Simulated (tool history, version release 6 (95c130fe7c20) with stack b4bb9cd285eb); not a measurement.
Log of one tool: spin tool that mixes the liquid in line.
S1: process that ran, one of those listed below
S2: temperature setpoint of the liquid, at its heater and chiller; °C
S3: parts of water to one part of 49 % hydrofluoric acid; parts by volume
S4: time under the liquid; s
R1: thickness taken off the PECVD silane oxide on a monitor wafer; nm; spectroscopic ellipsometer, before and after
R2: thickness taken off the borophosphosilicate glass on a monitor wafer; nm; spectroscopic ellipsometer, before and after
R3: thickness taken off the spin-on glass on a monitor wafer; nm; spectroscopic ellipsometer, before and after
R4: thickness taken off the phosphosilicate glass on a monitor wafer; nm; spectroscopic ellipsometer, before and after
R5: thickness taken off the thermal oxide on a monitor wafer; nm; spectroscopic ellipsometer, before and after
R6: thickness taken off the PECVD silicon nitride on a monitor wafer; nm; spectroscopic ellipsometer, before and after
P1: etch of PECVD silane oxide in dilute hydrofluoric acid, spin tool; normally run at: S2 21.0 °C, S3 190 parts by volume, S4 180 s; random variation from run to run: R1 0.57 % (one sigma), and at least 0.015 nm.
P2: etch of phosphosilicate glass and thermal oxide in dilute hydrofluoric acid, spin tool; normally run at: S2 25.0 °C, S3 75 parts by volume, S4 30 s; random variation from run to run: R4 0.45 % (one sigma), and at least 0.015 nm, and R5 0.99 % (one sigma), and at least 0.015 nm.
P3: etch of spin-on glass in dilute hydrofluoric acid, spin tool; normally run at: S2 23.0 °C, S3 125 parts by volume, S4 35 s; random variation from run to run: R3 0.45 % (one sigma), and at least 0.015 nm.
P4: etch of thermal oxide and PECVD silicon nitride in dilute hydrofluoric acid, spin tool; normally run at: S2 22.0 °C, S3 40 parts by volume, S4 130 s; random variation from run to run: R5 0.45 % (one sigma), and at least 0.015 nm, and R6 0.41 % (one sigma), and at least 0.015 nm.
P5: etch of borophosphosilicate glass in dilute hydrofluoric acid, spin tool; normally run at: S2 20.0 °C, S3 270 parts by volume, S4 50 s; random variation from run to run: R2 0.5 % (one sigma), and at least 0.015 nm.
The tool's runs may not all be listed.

run 1 hour=11.2 | S1=P1 S2=21.0 S3=190 S4=180 | R1=24.769
run 2 hour=19.7 | S1=P5 S2=20.0 S3=270 S4=50 | R2=7.4421
run 3 hour=27.8 | S1=P1 S2=21.0 S3=190 S4=180 | R1=24.973
run 4 hour=34.2 | S1=P3 S2=23.0 S3=125 S4=35 | R3=11.3560
run 5 hour=39.1 | S1=P1 S2=17.0 S3=190 S4=180 | R1=20.888
run 6 hour=48.0 | S1=P1 S2=27.0 S3=50 S4=180 | R1=140.690
run 7 hour=55.3 | S1=P1 S2=26.5 S3=190 S4=180 | R1=30.200
run 8 hour=63.8 | S1=P1 S2=21.0 S3=190 S4=180 | R1=24.777
run 9 hour=71.6 | S1=P5 S2=20.0 S3=120 S4=50 | R2=19.5980
run 10 hour=76.6 | S1=P1 S2=21.0 S3=190 S4=330 | R1=45.377
run 11 hour=83.4 | S1=P3 S2=23.0 S3=195 S4=35 | R3=6.7247
run 12 hour=91.6 | S1=P1 S2=21.0 S3=190 S4=180 | R1=24.757
run 13 hour=99.6 | S1=P2 S2=25.0 S3=75 S4=15 | R4=35.463 R5=1.0838
run 14 hour=108.0 | S1=P4 S2=22.0 S3=40 S4=260 | R5=29.7720 R6=30.073
run 15 hour=113.4 | S1=P3 S2=23.0 S3=125 S4=20 | R3=6.4201
run 16 hour=123.5 | S1=P5 S2=20.0 S3=270 S4=15 | R2=2.2619
run 17 hour=129.8 | S1=P4 S2=22.0 S3=20 S4=130 | R5=30.8200 R6=29.239
run 18 hour=135.3 | S1=P1 S2=21.0 S3=190 S4=85 | R1=11.691
run 19 hour=142.9 | S1=P2 S2=25.0 S3=75 S4=30 | R4=71.429 R5=2.1298
run 20 hour=150.9 | S1=P1 S2=21.0 S3=190 S4=180 | R1=24.524
run 21 hour=156.4 | S1=P3 S2=19.0 S3=125 S4=35 | R3=9.6914

Run 22 comes next. What will it give?
run 22 hour=165.3 | S1=P2 S2=17.5 S3=75 S4=30 | R4=? R5=?

R4: 52.079 nm
R5: 1.5628 nm
